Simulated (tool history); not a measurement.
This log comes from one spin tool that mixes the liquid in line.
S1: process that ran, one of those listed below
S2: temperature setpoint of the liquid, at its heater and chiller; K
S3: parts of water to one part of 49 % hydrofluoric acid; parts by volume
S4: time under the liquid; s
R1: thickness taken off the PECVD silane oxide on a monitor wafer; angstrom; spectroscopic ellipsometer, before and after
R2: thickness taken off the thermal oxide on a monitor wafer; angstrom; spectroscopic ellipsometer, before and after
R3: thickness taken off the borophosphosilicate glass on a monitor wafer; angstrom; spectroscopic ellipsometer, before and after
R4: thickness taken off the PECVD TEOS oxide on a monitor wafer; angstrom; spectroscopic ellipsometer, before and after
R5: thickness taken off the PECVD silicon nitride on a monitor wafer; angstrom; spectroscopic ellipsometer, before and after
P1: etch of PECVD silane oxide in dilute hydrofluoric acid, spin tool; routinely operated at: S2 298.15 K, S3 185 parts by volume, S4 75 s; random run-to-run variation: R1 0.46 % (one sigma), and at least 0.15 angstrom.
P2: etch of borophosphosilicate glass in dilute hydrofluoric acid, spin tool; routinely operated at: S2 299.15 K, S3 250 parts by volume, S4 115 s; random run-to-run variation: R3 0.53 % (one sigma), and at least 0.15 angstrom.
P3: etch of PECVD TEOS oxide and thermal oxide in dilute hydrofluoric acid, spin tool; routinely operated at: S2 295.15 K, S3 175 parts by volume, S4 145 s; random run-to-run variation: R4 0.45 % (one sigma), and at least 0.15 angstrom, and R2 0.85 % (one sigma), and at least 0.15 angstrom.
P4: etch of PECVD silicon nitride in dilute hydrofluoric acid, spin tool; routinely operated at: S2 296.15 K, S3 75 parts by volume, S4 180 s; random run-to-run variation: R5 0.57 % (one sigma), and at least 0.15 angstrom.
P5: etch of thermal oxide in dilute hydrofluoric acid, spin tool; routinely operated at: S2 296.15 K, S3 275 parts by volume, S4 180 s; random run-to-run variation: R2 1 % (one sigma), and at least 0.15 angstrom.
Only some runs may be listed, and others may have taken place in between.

run   hour  S1      S2   S3   S4      R1      R2      R3      R4      R5
  1    2.8  P1  298.15  185   75   59.27
  2    6.4  P5  290.15  275  180          21.176
  3   12.6  P1  298.15  110   75  107.91
  4     18  P1  298.15  185   75  58.755
  5   22.7  P1  294.65  185  125  85.441
  6   25.4  P2  294.65  250  115                  145.86
  7   30.3  P5  296.15  485  180          12.445
  8     36  P1  306.15  185   75  78.172
  9   39.4  P1  298.15  185   75  58.611
 10     43  P1  298.15  185   75  58.842
 11   47.3  P2  299.15   65  115                  832.98
 12   50.5  P3  295.15  175   20          4.2097             9.7
 13   56.3  P3  303.15  175  145          42.563          91.158
 14   61.7  P4  291.65   75  180                                  55.428
 15   66.8  P5  296.15  275  180           26.45
 16   69.7  P2  299.15  250  180                  266.02
 17   74.2  P4  296.15  130  180                                  43.508
 18   77.2  P1  298.15  285   75  34.358
 19   81.6  P1  292.15  185   75   46.99
 20   85.4  P3  295.15   60  145          104.91          224.08
 21   89.6  P4  296.15   75  180                                  76.259
 22   94.5  P2  299.15  250  115                  172.88
 23  100.5  P3  295.15  175  145          31.599          67.481
 24  105.2  P1  298.15  185   25  19.576
 25  108.7  P1  302.15  275   75  40.932
 26  113.8  P4  296.15   75  270                                  113.45
 27  117.7  P1  298.15  185   75  58.941
 28  122.1  P1  298.15  185  125  98.529
 29  127.4  P5  296.15  275   15          2.0461
 30    133  P1  298.15  185   75  58.729
 31  135.8  P1  298.15  185   75  57.609
 32  139.3  P1  298.15  185   75  56.662
 33  143.7  P1  298.15  185   75  55.961
 34    148  P1  298.15  185   75  56.077
 35  150.9  P1  298.15  185   75    55.5
 36  155.3  P1  298.15  185   75  55.267
 37  159.4  P1  298.15  185   75  54.763
 38  163.5  P1  298.15  185   75  55.016
 39  167.5  P1  298.15  185   75   54.55
 40  171.9  P1  298.15  185   75  55.165

Something has made what P1 gives creep away from where it was; the 2 causes below, each at its own stated size, fit the log equally well:
A: liquid colder than its thermometer reads (K) = 1.85
B: hydrofluoric acid flow below the setpoint (%) = 5.51
The drift started at roughly hour 133.

Of the 4 check runs listed below, each run on one wafer and each result written as a question mark, which would let you distinguish the listed causes because they would give clearly different results?
check 1  176.3  P4  291.65  105  180                   ?
check 2  176.3  P2  299.15   80  115           ?
check 3  176.3  P5  292.65  275   15       ?
check 4  176.3  P3  303.15  175   40       ?       ?

How each check would come out, cause by cause:
  check  result    if A    if B
check 1      R5  35.097  37.761
check 2      R3  608.31  614.91
check 3      R2  1.8057  1.8031
check 4      R2  10.904  10.865
check 4      R4  23.415   23.33
Per-check spread between the two closest causes, in the result where they differ most: check 1 7.32 %; check 2 1.08 %; check 3 0.14 %; check 4 0.36 %
Check 1 tells the causes apart: in the others they would give nearly the same result.

Check 1 was carried out, with these results: R5 35.133 angstrom. Which of the listed causes is responsible?

Of the candidate causes, it is A: liquid colder than its thermometer reads (K).
